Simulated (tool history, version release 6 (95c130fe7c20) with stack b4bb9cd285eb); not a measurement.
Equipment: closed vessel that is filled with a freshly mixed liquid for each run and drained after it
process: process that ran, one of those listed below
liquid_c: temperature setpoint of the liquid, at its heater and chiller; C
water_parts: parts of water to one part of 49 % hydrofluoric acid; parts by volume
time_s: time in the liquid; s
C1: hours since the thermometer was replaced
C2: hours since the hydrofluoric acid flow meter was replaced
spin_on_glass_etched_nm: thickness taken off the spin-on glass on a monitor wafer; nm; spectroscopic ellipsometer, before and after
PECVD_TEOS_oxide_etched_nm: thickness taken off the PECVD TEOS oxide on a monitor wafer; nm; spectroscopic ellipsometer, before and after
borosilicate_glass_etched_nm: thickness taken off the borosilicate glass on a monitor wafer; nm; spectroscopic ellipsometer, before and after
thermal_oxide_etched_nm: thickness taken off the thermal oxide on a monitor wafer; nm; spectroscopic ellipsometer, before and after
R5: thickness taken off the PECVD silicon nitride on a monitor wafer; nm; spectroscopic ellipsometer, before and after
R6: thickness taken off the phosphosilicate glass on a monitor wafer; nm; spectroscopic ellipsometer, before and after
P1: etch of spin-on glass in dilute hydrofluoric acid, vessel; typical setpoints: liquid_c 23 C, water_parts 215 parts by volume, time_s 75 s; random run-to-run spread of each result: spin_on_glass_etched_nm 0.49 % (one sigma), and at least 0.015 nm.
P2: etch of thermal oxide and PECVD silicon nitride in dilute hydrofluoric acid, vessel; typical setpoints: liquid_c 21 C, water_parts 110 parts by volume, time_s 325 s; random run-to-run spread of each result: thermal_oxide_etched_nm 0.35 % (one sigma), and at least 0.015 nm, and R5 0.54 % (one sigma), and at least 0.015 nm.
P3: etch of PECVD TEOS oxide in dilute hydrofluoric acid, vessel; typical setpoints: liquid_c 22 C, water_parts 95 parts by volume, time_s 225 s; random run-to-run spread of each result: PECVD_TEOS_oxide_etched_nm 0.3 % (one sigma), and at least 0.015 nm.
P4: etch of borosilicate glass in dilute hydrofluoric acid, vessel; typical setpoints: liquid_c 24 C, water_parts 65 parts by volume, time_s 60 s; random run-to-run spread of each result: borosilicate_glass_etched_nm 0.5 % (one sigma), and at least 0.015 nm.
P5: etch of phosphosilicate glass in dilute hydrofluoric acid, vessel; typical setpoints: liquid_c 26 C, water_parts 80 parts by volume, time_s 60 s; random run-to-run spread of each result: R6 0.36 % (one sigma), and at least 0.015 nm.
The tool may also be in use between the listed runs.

Run 1, hour 12.8: process P1, liquid_c 23 C, water_parts 215 parts by volume, time_s 75 s; C1 236.4; C2 235. Result: spin_on_glass_etched_nm 15.647 nm.
Run 2, hour 24: process P3, liquid_c 22 C, water_parts 50 parts by volume, time_s 225 s; C1 247.6; C2 246.2. Result: PECVD_TEOS_oxide_etched_nm 63.604 nm.
Run 3, hour 34.6: process P4, liquid_c 24 C, water_parts 65 parts by volume, time_s 85 s; C1 258.2; C2 256.8. Result: borosilicate_glass_etched_nm 72.176 nm.
Run 4, hour 49.1: process P1, liquid_c 23 C, water_parts 215 parts by volume, time_s 140 s; C1 272.7; C2 271.3. Result: spin_on_glass_etched_nm 29.359 nm.
Run 5, hour 61.3: process P2, liquid_c 21 C, water_parts 185 parts by volume, time_s 325 s; C1 284.9; C2 283.5. Result: thermal_oxide_etched_nm 6.9132 nm, R5 4.2061 nm.
Run 6, hour 69.9: process P3, liquid_c 22 C, water_parts 95 parts by volume, time_s 225 s; C1 293.5; C2 292.1. Result: PECVD_TEOS_oxide_etched_nm 32.025 nm.
Run 7, hour 77.6: process P4, liquid_c 29 C, water_parts 65 parts by volume, time_s 60 s; C1 301.2; C2 299.8. Result: borosilicate_glass_etched_nm 62.05 nm.
Run 8, hour 87.3: process P1, liquid_c 23 C, water_parts 215 parts by volume, time_s 75 s; C1 310.9; C2 309.5. Result: spin_on_glass_etched_nm 15.73 nm.
Run 9, hour 102: process P5, liquid_c 34 C, water_parts 80 parts by volume, time_s 60 s; C1 325.6; C2 324.2. Result: R6 67.639 nm.
Run 10, hour 109: process P4, liquid_c 24 C, water_parts 100 parts by volume, time_s 60 s; C1 332.6; C2 331.2. Result: borosilicate_glass_etched_nm 31.97 nm.
Run 11, hour 117.4: process P4, liquid_c 24 C, water_parts 65 parts by volume, time_s 60 s; C1 341; C2 339.6. Result: borosilicate_glass_etched_nm 51.005 nm.
Run 12, hour 130.6: process P5, liquid_c 26 C, water_parts 80 parts by volume, time_s 30 s; C1 354.2; C2 352.8. Result: R6 24.981 nm.
Run 13, hour 137.5: process P1, liquid_c 23 C, water_parts 215 parts by volume, time_s 30 s; C1 361.1; C2 359.7. Result: spin_on_glass_etched_nm 6.2313 nm.
Run 14, hour 147.6: process P5, liquid_c 26 C, water_parts 40 parts by volume, time_s 60 s; C1 371.2; C2 369.8. Result: R6 104.77 nm.
Run 15, hour 159.7: process P1, liquid_c 17 C, water_parts 215 parts by volume, time_s 75 s; C1 383.3; C2 381.9. Result: spin_on_glass_etched_nm 12.507 nm.
Run 16, hour 170.9: process P1, liquid_c 23 C, water_parts 215 parts by volume, time_s 75 s; C1 394.5; C2 393.1. Result: spin_on_glass_etched_nm 15.792 nm.
Run 17, hour 180: process P3, liquid_c 30 C, water_parts 95 parts by volume, time_s 225 s; C1 403.6; C2 402.2. Result: PECVD_TEOS_oxide_etched_nm 43.567 nm.
Run 18, hour 194.7: process P1, liquid_c 29.5 C, water_parts 215 parts by volume, time_s 75 s; C1 418.3; C2 416.9. Result: spin_on_glass_etched_nm 19.576 nm.
Run 19, hour 209.3: process P2, liquid_c 21 C, water_parts 110 parts by volume, time_s 325 s; C1 432.9; C2 431.5. Result: thermal_oxide_etched_nm 12.621 nm, R5 6.9838 nm.

Forecast run 20:
Run 20, hour 220.2: process P5, liquid_c 26 C, water_parts 80 parts by volume, time_s 60 s; C1 443.8; C2 442.4. Result: R6 ?.

{"run 20": {"R6": 49.694}}

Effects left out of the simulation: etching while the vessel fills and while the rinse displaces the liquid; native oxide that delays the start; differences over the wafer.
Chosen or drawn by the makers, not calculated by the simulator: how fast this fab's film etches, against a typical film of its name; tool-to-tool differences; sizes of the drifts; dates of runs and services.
